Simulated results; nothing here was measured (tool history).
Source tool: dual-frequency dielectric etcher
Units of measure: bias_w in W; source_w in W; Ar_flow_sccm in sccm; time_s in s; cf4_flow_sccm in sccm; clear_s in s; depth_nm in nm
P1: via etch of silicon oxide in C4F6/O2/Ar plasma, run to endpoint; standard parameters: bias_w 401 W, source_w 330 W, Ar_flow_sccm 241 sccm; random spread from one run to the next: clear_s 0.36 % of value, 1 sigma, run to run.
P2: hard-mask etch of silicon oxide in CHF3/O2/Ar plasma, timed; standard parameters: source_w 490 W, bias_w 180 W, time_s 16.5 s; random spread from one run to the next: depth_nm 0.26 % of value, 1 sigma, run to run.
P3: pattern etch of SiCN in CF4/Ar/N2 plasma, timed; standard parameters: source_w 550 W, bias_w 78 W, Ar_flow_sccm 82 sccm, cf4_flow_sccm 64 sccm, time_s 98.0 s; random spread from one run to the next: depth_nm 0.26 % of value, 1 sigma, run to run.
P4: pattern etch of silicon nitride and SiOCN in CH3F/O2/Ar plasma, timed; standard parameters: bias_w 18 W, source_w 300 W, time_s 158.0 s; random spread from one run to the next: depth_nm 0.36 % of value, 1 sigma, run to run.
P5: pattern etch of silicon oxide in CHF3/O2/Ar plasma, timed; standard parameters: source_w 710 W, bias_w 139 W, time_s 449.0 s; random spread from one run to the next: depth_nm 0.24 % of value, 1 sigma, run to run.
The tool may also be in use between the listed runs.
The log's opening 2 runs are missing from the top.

{"run": 3, "hour": 34.2, "process": "P1", "bias_w": 401, "source_w": 330, "Ar_flow_sccm": 241, "clear_s": 17.241}
{"run": 4, "hour": 49.2, "process": "P5", "bias_w": 139, "source_w": 930, "time_s": 449.0, "depth_nm": 972.18}
{"run": 5, "hour": 66.6, "process": "P5", "bias_w": 85, "source_w": 710, "time_s": 449.0, "depth_nm": 758.38}
{"run": 6, "hour": 76.4, "process": "P5", "bias_w": 139, "source_w": 710, "time_s": 449.0, "depth_nm": 868.14}
{"run": 7, "hour": 88.4, "process": "P1", "bias_w": 401, "source_w": 330, "Ar_flow_sccm": 241, "clear_s": 17.288}
{"run": 8, "hour": 98.2, "process": "P1", "bias_w": 401, "source_w": 330, "Ar_flow_sccm": 241, "clear_s": 17.267}
{"run": 9, "hour": 115.0, "process": "P3", "bias_w": 62, "source_w": 550, "Ar_flow_sccm": 82, "time_s": 98.0, "cf4_flow_sccm": 64, "depth_nm": 98.28}
{"run": 10, "hour": 131.8, "process": "P4", "bias_w": 24, "source_w": 300, "time_s": 158.0, "depth_nm": 19.916}
{"run": 11, "hour": 145.5, "process": "P2", "bias_w": 180, "source_w": 490, "time_s": 16.5, "depth_nm": 29.34}
{"run": 12, "hour": 153.6, "process": "P4", "bias_w": 18, "source_w": 230, "time_s": 158.0, "depth_nm": 16.024}
{"run": 13, "hour": 170.1, "process": "P1", "bias_w": 401, "source_w": 330, "Ar_flow_sccm": 241, "clear_s": 17.218}
{"run": 14, "hour": 184.0, "process": "P2", "bias_w": 180, "source_w": 490, "time_s": 9.0, "depth_nm": 16.031}
{"run": 15, "hour": 200.4, "process": "P1", "bias_w": 543, "source_w": 330, "Ar_flow_sccm": 315, "clear_s": 15.962}
{"run": 16, "hour": 212.5, "process": "P4", "bias_w": 18, "source_w": 300, "time_s": 87.0, "depth_nm": 9.5975}
{"run": 17, "hour": 226.9, "process": "P3", "bias_w": 78, "source_w": 550, "Ar_flow_sccm": 82, "time_s": 98.0, "cf4_flow_sccm": 64, "depth_nm": 106.65}
{"run": 18, "hour": 238.9, "process": "P4", "bias_w": 18, "source_w": 300, "time_s": 158.0, "depth_nm": 17.484}
{"run": 19, "hour": 248.1, "process": "P2", "bias_w": 180, "source_w": 490, "time_s": 16.5, "depth_nm": 29.376}
{"run": 20, "hour": 265.2, "process": "P1", "bias_w": 479, "source_w": 330, "Ar_flow_sccm": 241, "clear_s": 16.067}
{"run": 21, "hour": 274.0, "process": "P3", "bias_w": 78, "source_w": 550, "Ar_flow_sccm": 82, "time_s": 98.0, "cf4_flow_sccm": 81, "depth_nm": 109.42}
{"run": 22, "hour": 290.7, "process": "P2", "bias_w": 180, "source_w": 690, "time_s": 16.5, "depth_nm": 33.537}
{"run": 23, "hour": 304.3, "process": "P3", "bias_w": 78, "source_w": 330, "Ar_flow_sccm": 82, "time_s": 98.0, "cf4_flow_sccm": 64, "depth_nm": 68.214}
{"run": 24, "hour": 319.3, "process": "P3", "bias_w": 78, "source_w": 550, "Ar_flow_sccm": 67, "time_s": 98.0, "cf4_flow_sccm": 64, "depth_nm": 108.94}
{"run": 25, "hour": 331.6, "process": "P4", "bias_w": 18, "source_w": 300, "time_s": 158.0, "depth_nm": 17.463}

The next listed run, before its measurement:
{"run": 26, "hour": 349.1, "process": "P2", "bias_w": 226, "source_w": 490, "time_s": 16.5, "depth_nm": "?"}

Run 26 measured depth_nm 31.7680 nm.
